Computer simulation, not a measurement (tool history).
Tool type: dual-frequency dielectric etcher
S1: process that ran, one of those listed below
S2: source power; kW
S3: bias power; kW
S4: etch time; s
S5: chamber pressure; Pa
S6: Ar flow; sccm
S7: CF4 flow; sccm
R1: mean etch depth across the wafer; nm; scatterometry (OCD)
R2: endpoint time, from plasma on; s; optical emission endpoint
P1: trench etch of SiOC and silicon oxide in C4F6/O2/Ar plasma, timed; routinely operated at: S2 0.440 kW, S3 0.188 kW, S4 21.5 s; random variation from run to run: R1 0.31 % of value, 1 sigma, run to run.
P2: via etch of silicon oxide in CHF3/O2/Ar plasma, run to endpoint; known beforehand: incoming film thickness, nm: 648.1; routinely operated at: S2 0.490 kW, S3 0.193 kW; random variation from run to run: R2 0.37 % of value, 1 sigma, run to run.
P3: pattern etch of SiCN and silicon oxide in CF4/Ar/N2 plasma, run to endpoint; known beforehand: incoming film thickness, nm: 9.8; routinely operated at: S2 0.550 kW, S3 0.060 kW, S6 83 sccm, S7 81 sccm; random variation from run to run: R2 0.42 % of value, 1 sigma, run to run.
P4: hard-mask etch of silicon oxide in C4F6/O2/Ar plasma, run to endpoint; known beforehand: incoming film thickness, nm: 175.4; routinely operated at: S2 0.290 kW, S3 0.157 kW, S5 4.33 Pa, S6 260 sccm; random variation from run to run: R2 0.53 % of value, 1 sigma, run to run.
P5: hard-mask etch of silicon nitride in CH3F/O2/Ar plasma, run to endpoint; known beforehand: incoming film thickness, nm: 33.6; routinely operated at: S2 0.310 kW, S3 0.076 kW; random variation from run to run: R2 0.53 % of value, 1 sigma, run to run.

run	hour	S1	S2	S3	S4	S5	S6	S7	R1	R2
1	8.8	P1	0.440	0.188	21.5				43.574	
2	17.1	P2	0.490	0.193						354.1200
3	23.6	P1	0.440	0.188	14.0				28.271	
4	28.3	P4	0.290	0.157		5.40	260			68.6600
5	35.4	P3	0.550	0.060			83	81		9.7080
6	41.2	P1	0.570	0.253	21.5				52.905	
7	46.8	P5	0.220	0.076						58.3100
8	52.8	P3	0.550	0.060			83	97		9.4319
9	59.8	P4	0.290	0.157		4.33	319			67.6840
10	68.9	P2	0.310	0.193						417.9100
11	73.9	P4	0.290	0.157		4.33	260			66.3210
12	79.4	P3	0.420	0.060			83	81		12.2480
13	86.2	P1	0.440	0.188	21.5				43.302	
14	93.8	P3	0.550	0.060			109	81		10.0210
15	100.8	P1	0.440	0.257	21.5				48.235	
16	106.3	P1	0.440	0.188	21.5				43.310	
17	114.1	P3	0.550	0.060			83	81		9.6343
18	121.4	P1	0.440	0.188	21.5				43.602	
19	128.1	P4	0.370	0.157		4.33	260			60.4230
20	133.3	P1	0.300	0.188	26.0				45.299	
21	141.3	P4	0.290	0.189		4.33	260			62.3500
22	149.5	P1	0.440	0.188	26.5				53.381	
23	158.8	P5	0.310	0.094						47.4940
24	164.9	P5	0.310	0.076						50.6790
25	173.7	P1	0.440	0.188	21.5				43.493	
26	183.1	P1	0.590	0.188	21.5				48.788	
27	190.5	P1	0.590	0.188	28.0				63.155	
28	198.9	P3	0.550	0.074			83	81		8.9936
29	204.3	P1	0.340	0.188	21.5				39.314	
30	209.1	P2	0.490	0.132						398.4500
31	215.7	P1	0.440	0.188	21.5				43.476	
32	222.7	P4	0.290	0.157		4.33	260			66.7300
33	230.7	P1	0.440	0.143	21.5				39.913	
34	236.4	P5	0.310	0.076						50.9470
35	241.9	P1	0.440	0.188	21.5				43.465	
36	250.9	P1	0.440	0.188	21.5				43.198	
37	259.2	P1	0.440	0.188	21.5				42.842	
38	264.8	P1	0.440	0.188	21.5				42.893	
39	269.5	P1	0.440	0.188	21.5				42.903	
40	274.4	P1	0.440	0.188	21.5				42.954	
# hour 276.2: wet clean of the chamber
41	283.5	P1	0.440	0.188	21.5				42.827	
42	290.2	P1	0.440	0.188	21.5				42.901	
43	297.3	P1	0.440	0.188	21.5				42.909	

What P1 gives has crept away from where it was. These 2 causes fit the log equally well, each at the size given:
A: bias power that arrives under what is set, % = 4.77
B: source power that arrives under what is set, % = 3.89
The creep began at about hour 241.9.
Excluded causes, each with its reason:
chamber walls in a state that lowers the etch rate, %: serviced at hour 276.2, after the change had begun; the process did not return to its earlier output

Which of the check runs below tells the causes apart, meaning the causes would give it clearly different results? Each run uses 2 wafers whose results are averaged, and each result is shown as a question mark.
check 1	304.4	P3	0.550	0.060			83	81		?
check 2	304.4	P4	0.290	0.157		4.33	260			?
check 3	304.4	P5	0.310	0.076						?
check 4	304.4	P2	0.490	0.193						?

Expected result of each check under each candidate cause:
check	result	if A	if B
check 1	R2	9.7905	9.9961
check 2	R2	67.3360	67.3500
check 3	R2	52.1440	52.0250
check 4	R2	358.2100	357.5800
Minimum pairwise separation of causes per check, each pair taken at its best-separating result: check 1 2.08 %; check 2 0.02 %; check 3 0.23 %; check 4 0.18 %
Check 1 distinguishes between the causes, while the remaining checks would return nearly the same result for all of them.

Running check 1 produced the following: R2 9.8012 s. Which one of the listed causes fits?

A is the cause: bias power that arrives under what is set, %.

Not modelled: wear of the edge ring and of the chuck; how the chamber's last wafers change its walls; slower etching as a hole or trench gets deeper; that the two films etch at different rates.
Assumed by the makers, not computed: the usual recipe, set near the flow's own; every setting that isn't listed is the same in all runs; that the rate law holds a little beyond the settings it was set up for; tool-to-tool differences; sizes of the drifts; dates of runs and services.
